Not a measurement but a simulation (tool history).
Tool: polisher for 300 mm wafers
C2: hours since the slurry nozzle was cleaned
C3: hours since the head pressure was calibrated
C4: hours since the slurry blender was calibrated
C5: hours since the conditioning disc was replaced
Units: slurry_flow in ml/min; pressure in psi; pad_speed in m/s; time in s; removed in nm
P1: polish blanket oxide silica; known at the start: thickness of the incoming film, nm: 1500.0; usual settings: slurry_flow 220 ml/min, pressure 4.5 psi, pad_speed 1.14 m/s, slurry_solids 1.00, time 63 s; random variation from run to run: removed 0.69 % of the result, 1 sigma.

{"run": 1, "hour": 9.0, "slurry_flow": 220, "pressure": 4.5, "pad_speed": 1.14, "slurry_solids": 1.0, "time": 63, "wafers polished on this pad": 553, "C2": 380.2, "C3": 542.2, "C4": 75.1, "C5": 331.5, "removed": 197.6}
{"run": 2, "hour": 19.6, "slurry_flow": 220, "pressure": 4.5, "pad_speed": 1.14, "slurry_solids": 1.2, "time": 79, "wafers polished on this pad": 623, "C2": 390.8, "C3": 552.8, "C4": 85.7, "C5": 342.1, "removed": 269.57}
{"run": 3, "hour": 29.8, "slurry_flow": 220, "pressure": 4.5, "pad_speed": 1.14, "slurry_solids": 1.0, "time": 63, "wafers polished on this pad": 691, "C2": 401.0, "C3": 563.0, "C4": 95.9, "C5": 352.3, "removed": 196.92}
{"run": 4, "hour": 39.3, "slurry_flow": 220, "pressure": 4.5, "pad_speed": 1.14, "slurry_solids": 1.0, "time": 98, "wafers polished on this pad": 755, "C2": 410.5, "C3": 572.5, "C4": 105.4, "C5": 361.8, "removed": 307.15}
{"run": 5, "hour": 47.3, "slurry_flow": 220, "pressure": 4.5, "pad_speed": 1.14, "slurry_solids": 1.0, "time": 63, "wafers polished on this pad": 808, "C2": 418.5, "C3": 580.5, "C4": 113.4, "C5": 369.8, "removed": 197.01}
{"run": 6, "hour": 58.9, "slurry_flow": 330, "pressure": 4.5, "pad_speed": 1.14, "slurry_solids": 1.0, "time": 63, "wafers polished on this pad": 886, "C2": 430.1, "C3": 592.1, "C4": 125.0, "C5": 381.4, "removed": 207.36}
{"run": 7, "hour": 69.9, "slurry_flow": 220, "pressure": 4.5, "pad_speed": 1.14, "slurry_solids": 0.55, "time": 63, "wafers polished on this pad": 959, "C2": 441.1, "C3": 603.1, "C4": 136.0, "C5": 392.4, "removed": 145.26}
{"run": 8, "hour": 78.4, "slurry_flow": 220, "pressure": 2.0, "pad_speed": 1.14, "slurry_solids": 1.0, "time": 63, "wafers polished on this pad": 1016, "C2": 449.6, "C3": 611.6, "C4": 144.5, "C5": 400.9, "removed": 89.303}
{"run": 9, "hour": 84.9, "slurry_flow": 220, "pressure": 4.5, "pad_speed": 1.14, "slurry_solids": 1.0, "time": 28, "wafers polished on this pad": 1059, "C2": 456.1, "C3": 618.1, "C4": 151.0, "C5": 407.4, "removed": 87.268}
{"run": 10, "hour": 90.3, "slurry_flow": 220, "pressure": 4.5, "pad_speed": 1.14, "slurry_solids": 1.0, "time": 63, "wafers polished on this pad": 1095, "C2": 461.5, "C3": 623.5, "C4": 156.4, "C5": 412.8, "removed": 198.4}
{"run": 11, "hour": 100.7, "slurry_flow": 220, "pressure": 4.5, "pad_speed": 1.14, "slurry_solids": 1.4, "time": 63, "wafers polished on this pad": 1165, "C2": 471.9, "C3": 633.9, "C4": 166.8, "C5": 423.2, "removed": 227.28}
{"run": 12, "hour": 111.1, "slurry_flow": 130, "pressure": 4.5, "pad_speed": 1.14, "slurry_solids": 1.0, "time": 63, "wafers polished on this pad": 1234, "C2": 482.3, "C3": 644.3, "C4": 177.2, "C5": 433.6, "removed": 184.91}
{"run": 13, "hour": 121.9, "slurry_flow": 220, "pressure": 4.5, "pad_speed": 0.68, "slurry_solids": 1.0, "time": 63, "wafers polished on this pad": 1306, "C2": 493.1, "C3": 655.1, "C4": 188.0, "C5": 444.4, "removed": 130.82}
{"run": 14, "hour": 131.0, "slurry_flow": 220, "pressure": 4.5, "pad_speed": 1.14, "slurry_solids": 1.0, "time": 63, "wafers polished on this pad": 1367, "C2": 502.2, "C3": 664.2, "C4": 197.1, "C5": 453.5, "removed": 198.15}
{"run": 15, "hour": 138.9, "slurry_flow": 220, "pressure": 6.8, "pad_speed": 1.14, "slurry_solids": 1.0, "time": 63, "wafers polished on this pad": 1420, "C2": 510.1, "C3": 672.1, "C4": 205.0, "C5": 461.4, "removed": 300.0}
{"run": 16, "hour": 149.2, "slurry_flow": 220, "pressure": 4.5, "pad_speed": 1.82, "slurry_solids": 1.0, "time": 63, "wafers polished on this pad": 1489, "C2": 520.4, "C3": 682.4, "C4": 215.3, "C5": 471.7, "removed": 289.24}
{"run": 17, "hour": 161.5, "slurry_flow": 220, "pressure": 4.5, "pad_speed": 1.14, "slurry_solids": 1.0, "time": 63, "wafers polished on this pad": 1571, "C2": 532.7, "C3": 694.7, "C4": 227.6, "C5": 484.0, "removed": 198.36}
{"run": 18, "hour": 170.7, "slurry_flow": 220, "pressure": 4.5, "pad_speed": 1.14, "slurry_solids": 1.0, "time": 63, "wafers polished on this pad": 1632, "C2": 541.9, "C3": 703.9, "C4": 236.8, "C5": 493.2, "removed": 191.89}
{"run": 19, "hour": 179.3, "slurry_flow": 220, "pressure": 4.5, "pad_speed": 1.14, "slurry_solids": 1.0, "time": 63, "wafers polished on this pad": 1689, "C2": 550.5, "C3": 712.5, "C4": 245.4, "C5": 501.8, "removed": 183.08}
{"run": 20, "hour": 186.9, "slurry_flow": 220, "pressure": 4.5, "pad_speed": 1.14, "slurry_solids": 1.0, "time": 63, "wafers polished on this pad": 1740, "C2": 558.1, "C3": 720.1, "C4": 253.0, "C5": 509.4, "removed": 180.82}
{"hour": 193.5, "done": "conditioning disc replaced and pad reconditioned"}
{"run": 21, "hour": 197.6, "slurry_flow": 220, "pressure": 4.5, "pad_speed": 1.14, "slurry_solids": 1.0, "time": 63, "wafers polished on this pad": 1812, "C2": 568.8, "C3": 730.8, "C4": 263.7, "C5": 4.2, "removed": 176.69}
{"run": 22, "hour": 209.2, "slurry_flow": 220, "pressure": 4.5, "pad_speed": 1.14, "slurry_solids": 1.0, "time": 63, "wafers polished on this pad": 1889, "C2": 580.4, "C3": 742.4, "C4": 275.3, "C5": 15.8, "removed": 177.03}
{"hour": 209.8, "done": "slurry nozzle cleaned"}
{"hour": 210.3, "done": "worn pad replaced by a new one"}
{"run": 23, "hour": 216.4, "slurry_flow": 220, "pressure": 4.5, "pad_speed": 1.14, "slurry_solids": 1.0, "time": 63, "wafers polished on this pad": 40, "C2": 6.6, "C3": 749.6, "C4": 282.5, "C5": 23.0, "removed": 175.83}
{"run": 24, "hour": 224.4, "slurry_flow": 220, "pressure": 4.5, "pad_speed": 1.14, "slurry_solids": 1.0, "time": 63, "wafers polished on this pad": 94, "C2": 14.6, "C3": 757.6, "C4": 290.5, "C5": 31.0, "removed": 175.81}
{"run": 25, "hour": 230.1, "slurry_flow": 220, "pressure": 4.5, "pad_speed": 1.14, "slurry_solids": 1.0, "time": 63, "wafers polished on this pad": 132, "C2": 20.3, "C3": 763.3, "C4": 296.2, "C5": 36.7, "removed": 176.64}

What P1 gives has crept away from where it was. These 2 causes fit the log equally well, each at the size given:
A: head's pressure below its setpoint, % = 11.4
B: abrasive missing from the slurry, % = 22
The creep began at about hour 161.5.
Why every other cause is out:
removal rate lost through wear of the pad, %: serviced at hour 210.3, which brought nothing back
slurry flow missing at the pad, %: serviced at hour 209.8, which brought nothing back
time polished since the conditioner stopped cutting, s: serviced at hour 193.5, which brought nothing back

4 check runs are offered, each on 2 wafers whose results are averaged, their results left as question marks. Which one tells the causes apart?
{"run": "check 1", "hour": 235.8, "slurry_flow": 220, "pressure": 2.2, "pad_speed": 1.14, "slurry_solids": 1.0, "time": 94, "removed": "?"}
{"run": "check 2", "hour": 235.8, "slurry_flow": 220, "pressure": 6.3, "pad_speed": 1.14, "slurry_solids": 0.55, "time": 63, "removed": "?"}
{"run": "check 3", "hour": 235.8, "slurry_flow": 220, "pressure": 4.5, "pad_speed": 1.14, "slurry_solids": 1.0, "time": 38, "removed": "?"}
{"run": "check 4", "hour": 235.8, "slurry_flow": 220, "pressure": 4.5, "pad_speed": 1.14, "slurry_solids": 0.85, "time": 38, "removed": "?"}

What each check would give under each cause:
check=check_1 result=removed if_A=128.510 if_B=128.560
check=check_2 result=removed if_A=179.780 if_B=173.440
check=check_3 result=removed if_A=106.260 if_B=106.310
check=check_4 result=removed if_A=98.373 if_B=97.427
How far apart the two closest causes lie, in the result that separates them most: check 1 0.04 %; check 2 3.59 %; check 3 0.04 %; check 4 0.97 %
Check 2 tells the causes apart: in the others they would give nearly the same result.

Check 2 was then run and gave: removed 180.620 nm. Which cause is it?

It is A: head's pressure below its setpoint, %.

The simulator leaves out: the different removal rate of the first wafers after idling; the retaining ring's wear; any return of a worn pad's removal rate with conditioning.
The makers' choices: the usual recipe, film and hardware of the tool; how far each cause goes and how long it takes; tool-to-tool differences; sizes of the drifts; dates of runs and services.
